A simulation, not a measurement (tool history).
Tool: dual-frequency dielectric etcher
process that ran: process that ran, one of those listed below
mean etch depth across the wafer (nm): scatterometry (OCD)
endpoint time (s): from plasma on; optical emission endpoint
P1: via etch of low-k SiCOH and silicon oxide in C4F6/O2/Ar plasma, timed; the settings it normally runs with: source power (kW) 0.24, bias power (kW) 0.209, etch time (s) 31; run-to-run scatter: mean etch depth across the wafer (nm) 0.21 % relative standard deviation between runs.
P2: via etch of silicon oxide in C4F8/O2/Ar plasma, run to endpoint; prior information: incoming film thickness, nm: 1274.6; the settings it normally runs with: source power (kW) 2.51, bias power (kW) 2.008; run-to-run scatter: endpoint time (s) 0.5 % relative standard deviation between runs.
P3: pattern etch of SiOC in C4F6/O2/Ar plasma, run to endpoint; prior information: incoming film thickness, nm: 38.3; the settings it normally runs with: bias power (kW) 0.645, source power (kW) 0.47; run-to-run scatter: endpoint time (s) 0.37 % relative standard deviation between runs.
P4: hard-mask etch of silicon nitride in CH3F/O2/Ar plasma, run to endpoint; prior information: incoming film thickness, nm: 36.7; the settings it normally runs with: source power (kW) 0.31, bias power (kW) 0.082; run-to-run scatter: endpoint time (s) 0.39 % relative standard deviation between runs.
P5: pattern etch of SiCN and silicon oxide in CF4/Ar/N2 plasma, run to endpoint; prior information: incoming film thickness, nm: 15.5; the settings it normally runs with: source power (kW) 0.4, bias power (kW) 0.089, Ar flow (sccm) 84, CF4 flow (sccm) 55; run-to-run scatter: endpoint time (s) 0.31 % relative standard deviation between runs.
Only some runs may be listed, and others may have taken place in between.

run	day	process that ran	source power (kW)	bias power (kW)	etch time (s)	Ar flow (sccm)	CF4 flow (sccm)	hours since the last wet clean	hours since the last source power generator calibration	hours since the last bias power generator calibration	mean etch depth across the wafer (nm)	endpoint time (s)
1	0.288	P1	0.24	0.209	31			181	785.6	1501.4	61.898	
2	0.612	P1	0.24	0.209	31			188.8	793.4	1509.2	61.81	
3	0.942	P1	0.24	0.139	31			196.7	801.3	1517.1	54.273	
4	1.175	P3	0.62	0.645				202.3	806.9	1522.7		9.8827
5	1.4	P5	0.4	0.089		84	55	207.7	812.3	1528.1		18.098
6	1.675	P1	0.24	0.209	31			214.3	818.9	1534.7	61.642	
7	2.004	P2	2.51	1.263				222.2	826.8	1542.6		265.18
8	2.221	P1	0.24	0.253	31			227.4	832	1547.8	65.917	
# day 2.246: wet clean of the chamber
9	2.425	P2	2.51	2.008				4.3	836.9	1552.7		230.03
10	2.604	P5	0.4	0.089		84	36	8.6	841.2	1557		19.154
11	2.8	P1	0.24	0.141	17			13.3	845.9	1561.7	29.84	
12	3.029	P1	0.17	0.209	17.5			18.8	851.4	1567.2	30.635	
13	3.325	P1	0.24	0.209	31			25.9	858.5	1574.3	61.89	
14	3.625	P1	0.16	0.209	31			33.1	865.7	1581.5	53.052	
15	3.85	P3	0.47	0.862				38.5	871.1	1586.9		9.8069
16	4.05	P1	0.24	0.209	22			43.3	875.9	1591.7	43.936	
# day 4.125: bias power generator calibrated
17	4.25	P2	3.52	2.008				48.1	880.7	3		204.28
18	4.479	P1	0.24	0.209	31			53.6	886.2	8.5	61.904	
19	4.712	P5	0.53	0.089		84	55	59.2	891.8	14.1		14.086
20	4.933	P1	0.34	0.209	31			64.5	897.1	19.4	70.775	
21	5.167	P1	0.15	0.159	31			70.1	902.7	25	47.077	
22	5.392	P4	0.31	0.082				75.5	908.1	30.4		57.772
23	5.712	P4	0.18	0.082				83.2	915.8	38.1		71.031
24	5.958	P1	0.24	0.209	38.5			89.1	921.7	44	76.783	
25	6.217	P3	0.47	0.645				95.3	927.9	50.2		10.984
26	6.454	P5	0.4	0.053		84	55	101	933.6	55.9		21.435
27	6.767	P4	0.31	0.082				108.5	941.1	63.4		58.219
28	7.075	P5	0.4	0.089		104	55	115.9	948.5	70.8		18.579
29	7.338	P4	0.31	0.067				122.2	954.8	77.1		62.385
30	7.5	P1	0.24	0.209	31			126.1	958.7	81	61.759	
31	7.712	P1	0.24	0.209	31			131.2	963.8	86.1	61.652	
32	7.958	P1	0.24	0.209	31			137.1	969.7	92	62.36	
33	8.154	P1	0.24	0.209	31			141.8	974.4	96.7	62.537	
34	8.333	P1	0.24	0.209	31			146.1	978.7	101	62.504	
35	8.575	P1	0.24	0.209	31			151.9	984.5	106.8	62.723	
36	8.738	P1	0.24	0.209	31			155.8	988.4	110.7	62.784	
# day 8.812: wet clean of the chamber
37	8.954	P1	0.24	0.209	31			3.4	993.6	115.9	62.902	
38	9.121	P1	0.24	0.209	31			7.4	997.6	119.9	62.854	
39	9.358	P1	0.24	0.209	31			13.1	1003.3	125.6	62.759	
40	9.675	P1	0.24	0.209	31			20.7	1010.9	133.2	62.751	

What P1 gives has crept off from where it sat before. The 2 causes that follow fit the log equally well, each at the size noted:
A: source power that arrives over what is set, % = 3.97
B: bias power that arrives over what is set, % = 4.49
The creep began at about day 7.712.
Excluded causes, each with its reason:
chamber walls in a state that raises the etch rate, %: its service at day 8.812 followed the start of the drift and did not put the process back to its old value

Consider the 4 check runs below, whose results appear as question marks and each of which averages 2 wafers. Which one distinguishes the causes, in that each cause would give it a clearly different result?
check 1	9.992	P3	0.61	0.645								?
check 2	9.992	P5	0.5	0.054		84	55					?
check 3	9.992	P2	3.01	1.388								?
check 4	9.992	P4	0.22	0.082								?

Expected result of each check under each candidate cause:
check	result	if A	if B
check 1	endpoint time (s)	9.8823	9.8586
check 2	endpoint time (s)	16.982	17.337
check 3	endpoint time (s)	235.34	236.49
check 4	endpoint time (s)	64.908	64.797
Minimum pairwise separation of causes per check, each pair taken at its best-separating result: check 1 0.24 %; check 2 2.07 %; check 3 0.48 %; check 4 0.17 %
Only in check 2 would the causes give clearly different results; in the remaining checks their results would be nearly the same.

The results of check 2 are: endpoint time (s) 16.932. Based on these, which of the listed causes is it?

The correct cause is A, namely: source power that arrives over what is set, %.
